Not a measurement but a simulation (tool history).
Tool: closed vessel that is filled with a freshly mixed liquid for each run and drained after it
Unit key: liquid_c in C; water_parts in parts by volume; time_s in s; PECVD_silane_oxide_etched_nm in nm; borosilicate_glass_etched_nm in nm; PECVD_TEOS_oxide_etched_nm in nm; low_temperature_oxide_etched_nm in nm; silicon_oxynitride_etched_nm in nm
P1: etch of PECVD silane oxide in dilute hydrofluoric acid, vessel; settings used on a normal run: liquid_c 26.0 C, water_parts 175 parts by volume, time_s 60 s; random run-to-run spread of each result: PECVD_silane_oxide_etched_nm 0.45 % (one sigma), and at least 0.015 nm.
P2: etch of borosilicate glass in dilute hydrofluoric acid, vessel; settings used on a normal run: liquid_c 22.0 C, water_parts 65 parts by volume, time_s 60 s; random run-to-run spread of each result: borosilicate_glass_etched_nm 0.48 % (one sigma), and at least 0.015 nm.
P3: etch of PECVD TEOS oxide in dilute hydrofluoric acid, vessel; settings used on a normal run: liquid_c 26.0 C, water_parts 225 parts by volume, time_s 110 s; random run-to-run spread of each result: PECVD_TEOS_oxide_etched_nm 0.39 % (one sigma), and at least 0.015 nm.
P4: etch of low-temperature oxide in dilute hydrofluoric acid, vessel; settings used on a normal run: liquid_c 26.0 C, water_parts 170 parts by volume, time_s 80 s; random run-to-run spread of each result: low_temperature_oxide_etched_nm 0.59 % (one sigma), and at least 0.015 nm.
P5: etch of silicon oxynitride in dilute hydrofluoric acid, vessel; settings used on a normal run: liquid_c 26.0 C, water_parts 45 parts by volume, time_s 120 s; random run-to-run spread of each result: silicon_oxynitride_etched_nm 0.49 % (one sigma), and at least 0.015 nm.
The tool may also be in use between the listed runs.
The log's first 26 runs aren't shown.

run,hour,process,liquid_c,water_parts,time_s,hours since the thermometer was replaced,hours since the hydrofluoric acid flow meter was replaced,PECVD_silane_oxide_etched_nm,borosilicate_glass_etched_nm,PECVD_TEOS_oxide_etched_nm,low_temperature_oxide_etched_nm,silicon_oxynitride_etched_nm
27,292.7,P1,26.0,175,30,1084.9,411.8,7.8279,,,,
28,302.3,P1,26.0,175,60,1094.5,421.4,15.5960,,,,
29,316.7,P5,26.0,45,120,1108.9,435.8,,,,,7.5722
30,328.1,P3,26.0,225,110,1120.3,447.2,,,6.6080,,
31,342.3,P4,26.0,170,40,1134.5,461.4,,,,2.7276,
32,354.3,P5,30.0,45,120,1146.5,473.4,,,,,9.1887
33,365.3,P1,26.0,175,60,1157.5,484.4,15.7640,,,,
34,373.2,P1,26.0,175,60,1165.4,492.3,16.0280,,,,
35,381.7,P1,26.0,175,60,1173.9,500.8,16.3270,,,,
36,393.1,P1,26.0,175,60,1185.3,512.2,16.4880,,,,

Predict the results of run 37:
37,408.0,P1,26.0,175,60,1200.2,527.1,?,,,,

{"run 37": {"PECVD_silane_oxide_etched_nm": 16.761}}
